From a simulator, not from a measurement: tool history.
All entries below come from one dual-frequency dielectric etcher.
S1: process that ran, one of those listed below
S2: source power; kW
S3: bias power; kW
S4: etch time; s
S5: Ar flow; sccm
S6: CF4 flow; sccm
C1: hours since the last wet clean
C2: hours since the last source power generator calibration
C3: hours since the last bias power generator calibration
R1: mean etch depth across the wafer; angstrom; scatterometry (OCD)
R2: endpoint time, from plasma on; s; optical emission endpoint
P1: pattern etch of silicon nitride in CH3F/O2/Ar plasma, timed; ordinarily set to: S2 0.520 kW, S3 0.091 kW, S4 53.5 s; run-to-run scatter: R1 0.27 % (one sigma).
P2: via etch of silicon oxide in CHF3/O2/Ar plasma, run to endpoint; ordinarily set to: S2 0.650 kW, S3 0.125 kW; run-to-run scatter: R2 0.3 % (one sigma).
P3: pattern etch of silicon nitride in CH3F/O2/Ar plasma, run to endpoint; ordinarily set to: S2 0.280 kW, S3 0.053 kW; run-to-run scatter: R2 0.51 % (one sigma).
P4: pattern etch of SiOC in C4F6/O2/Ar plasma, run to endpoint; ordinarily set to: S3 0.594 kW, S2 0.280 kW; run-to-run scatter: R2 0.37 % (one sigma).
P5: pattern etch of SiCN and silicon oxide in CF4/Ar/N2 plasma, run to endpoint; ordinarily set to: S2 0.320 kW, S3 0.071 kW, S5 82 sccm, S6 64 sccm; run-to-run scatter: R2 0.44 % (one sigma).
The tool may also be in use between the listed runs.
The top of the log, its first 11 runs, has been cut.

At hour 141.5: wet clean of the chamber.
Run 12, hour 145.0: S1 P1, S2 0.520 kW, S3 0.091 kW, S4 53.5 s; C1 3.6; C2 1729.1; C3 838.3. Result: R1 443.99 angstrom.
Run 13, hour 156.6: S1 P5, S2 0.320 kW, S3 0.071 kW, S5 82 sccm, S6 64 sccm; C1 15.2; C2 1740.7; C3 849.9. Result: R2 25.216 s.
Run 14, hour 167.0: S1 P1, S2 0.520 kW, S3 0.091 kW, S4 53.5 s; C1 25.6; C2 1751.1; C3 860.3. Result: R1 444.61 angstrom.
Run 15, hour 181.8: S1 P1, S2 0.630 kW, S3 0.091 kW, S4 53.5 s; C1 40.4; C2 1765.9; C3 875.1. Result: R1 477.59 angstrom.
Run 16, hour 195.8: S1 P4, S2 0.280 kW, S3 0.594 kW; C1 54.4; C2 1779.9; C3 889.1. Result: R2 12.535 s.
Run 17, hour 213.0: S1 P1, S2 0.520 kW, S3 0.062 kW, S4 53.5 s; C1 71.6; C2 1797.1; C3 906.3. Result: R1 389.52 angstrom.
Run 18, hour 225.3: S1 P4, S2 0.280 kW, S3 0.594 kW; C1 83.9; C2 1809.4; C3 918.6. Result: R2 12.495 s.
Run 19, hour 242.0: S1 P5, S2 0.430 kW, S3 0.071 kW, S5 82 sccm, S6 64 sccm; C1 100.6; C2 1826.1; C3 935.3. Result: R2 19.312 s.
Run 20, hour 258.5: S1 P1, S2 0.520 kW, S3 0.091 kW, S4 53.5 s; C1 117.1; C2 1842.6; C3 951.8. Result: R1 446.43 angstrom.
Run 21, hour 272.7: S1 P2, S2 0.860 kW, S3 0.125 kW; C1 131.3; C2 1856.8; C3 966.0. Result: R2 385.620 s.
Run 22, hour 283.1: S1 P2, S2 0.650 kW, S3 0.164 kW; C1 141.7; C2 1867.2; C3 976.4. Result: R2 393.520 s.
Run 23, hour 302.0: S1 P5, S2 0.320 kW, S3 0.071 kW, S5 82 sccm, S6 89 sccm; C1 160.6; C2 1886.1; C3 995.3. Result: R2 24.015 s.
Run 24, hour 315.3: S1 P4, S2 0.390 kW, S3 0.594 kW; C1 173.9; C2 1899.4; C3 1008.6. Result: R2 11.115 s.
Run 25, hour 331.6: S1 P1, S2 0.520 kW, S3 0.091 kW, S4 53.5 s; C1 190.2; C2 1915.7; C3 1024.9. Result: R1 444.88 angstrom.

What will run 26 give?
Run 26, hour 340.5: S1 P1, S2 0.520 kW, S3 0.091 kW, S4 73.0 s; C1 199.1; C2 1924.6; C3 1033.8. Result: R1 ?.

R1: 605.70 angstrom

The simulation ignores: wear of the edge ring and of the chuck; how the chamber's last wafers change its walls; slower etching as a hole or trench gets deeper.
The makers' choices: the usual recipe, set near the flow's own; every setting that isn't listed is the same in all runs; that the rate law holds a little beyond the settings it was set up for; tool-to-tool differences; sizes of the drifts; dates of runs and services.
